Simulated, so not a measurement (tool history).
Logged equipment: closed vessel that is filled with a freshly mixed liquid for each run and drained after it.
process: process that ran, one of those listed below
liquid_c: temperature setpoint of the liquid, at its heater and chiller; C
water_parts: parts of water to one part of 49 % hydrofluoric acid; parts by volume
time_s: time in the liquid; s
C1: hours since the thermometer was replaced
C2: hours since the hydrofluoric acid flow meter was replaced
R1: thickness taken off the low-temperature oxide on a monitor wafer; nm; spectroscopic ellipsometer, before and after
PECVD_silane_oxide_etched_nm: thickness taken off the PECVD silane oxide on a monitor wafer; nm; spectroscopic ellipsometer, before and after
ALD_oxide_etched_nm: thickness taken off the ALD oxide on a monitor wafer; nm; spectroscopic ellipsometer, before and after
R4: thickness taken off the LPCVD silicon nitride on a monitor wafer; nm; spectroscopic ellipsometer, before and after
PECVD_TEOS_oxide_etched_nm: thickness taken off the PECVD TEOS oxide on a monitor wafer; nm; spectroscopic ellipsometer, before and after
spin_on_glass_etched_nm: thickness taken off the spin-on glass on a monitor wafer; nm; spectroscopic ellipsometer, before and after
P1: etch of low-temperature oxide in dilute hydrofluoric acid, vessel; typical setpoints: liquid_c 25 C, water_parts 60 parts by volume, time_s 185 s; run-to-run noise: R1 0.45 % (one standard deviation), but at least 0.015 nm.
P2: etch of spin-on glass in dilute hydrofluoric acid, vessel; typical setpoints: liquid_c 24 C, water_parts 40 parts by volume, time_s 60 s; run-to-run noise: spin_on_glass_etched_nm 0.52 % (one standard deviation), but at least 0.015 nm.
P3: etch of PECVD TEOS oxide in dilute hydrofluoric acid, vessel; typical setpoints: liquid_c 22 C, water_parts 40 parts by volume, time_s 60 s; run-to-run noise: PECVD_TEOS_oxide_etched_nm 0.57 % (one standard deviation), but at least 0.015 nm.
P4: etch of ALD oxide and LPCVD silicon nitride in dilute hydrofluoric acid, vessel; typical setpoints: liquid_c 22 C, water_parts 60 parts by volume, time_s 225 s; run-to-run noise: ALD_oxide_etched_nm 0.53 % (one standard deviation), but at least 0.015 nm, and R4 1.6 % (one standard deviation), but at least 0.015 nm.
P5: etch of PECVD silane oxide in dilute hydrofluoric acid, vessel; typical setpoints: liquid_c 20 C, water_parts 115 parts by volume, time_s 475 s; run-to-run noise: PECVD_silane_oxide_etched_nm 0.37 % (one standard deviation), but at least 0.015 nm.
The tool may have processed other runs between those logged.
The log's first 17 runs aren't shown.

run 18 hour=125.9 | process=P3 liquid_c=22 water_parts=40 time_s=90 | C1=245.9 C2=299.7 | PECVD_TEOS_oxide_etched_nm=35.662
run 19 hour=132.6 | process=P1 liquid_c=25 water_parts=35 time_s=185 | C1=252.6 C2=306.4 | R1=101.94
run 20 hour=142 | process=P2 liquid_c=24 water_parts=40 time_s=60 | C1=262 C2=315.8 | spin_on_glass_etched_nm=61.454
run 21 hour=148.6 | process=P5 liquid_c=20 water_parts=115 time_s=475 | C1=268.6 C2=322.4 | PECVD_silane_oxide_etched_nm=53.167
run 22 hour=154.1 | process=P1 liquid_c=25 water_parts=80 time_s=340 | C1=274.1 C2=327.9 | R1=77.375
run 23 hour=158.6 | process=P3 liquid_c=22 water_parts=40 time_s=60 | C1=278.6 C2=332.4 | PECVD_TEOS_oxide_etched_nm=23.657
run 24 hour=164.3 | process=P4 liquid_c=22 water_parts=60 time_s=225 | C1=284.3 C2=338.1 | ALD_oxide_etched_nm=36.522 R4=1.5176
-- hour=164.9 thermometer replaced
run 25 hour=169.4 | process=P1 liquid_c=25 water_parts=60 time_s=185 | C1=4.5 C2=343.2 | R1=57.295
run 26 hour=175.1 | process=P3 liquid_c=22 water_parts=40 time_s=60 | C1=10.2 C2=348.9 | PECVD_TEOS_oxide_etched_nm=23.653
run 27 hour=180.4 | process=P1 liquid_c=25 water_parts=60 time_s=65 | C1=15.5 C2=354.2 | R1=20.339
run 28 hour=185.3 | process=P1 liquid_c=18.5 water_parts=60 time_s=185 | C1=20.4 C2=359.1 | R1=44.032
run 29 hour=194.8 | process=P1 liquid_c=25 water_parts=60 time_s=185 | C1=29.9 C2=368.6 | R1=57.054
run 30 hour=201.5 | process=P1 liquid_c=29.5 water_parts=60 time_s=185 | C1=36.6 C2=375.3 | R1=69.027

Run 31 is up next; what results do you expect?
run 31 hour=209.6 | process=P1 liquid_c=25 water_parts=35 time_s=40 | C1=44.7 C2=383.4 | R1=?

{"run 31": {"R1": 22.198}}
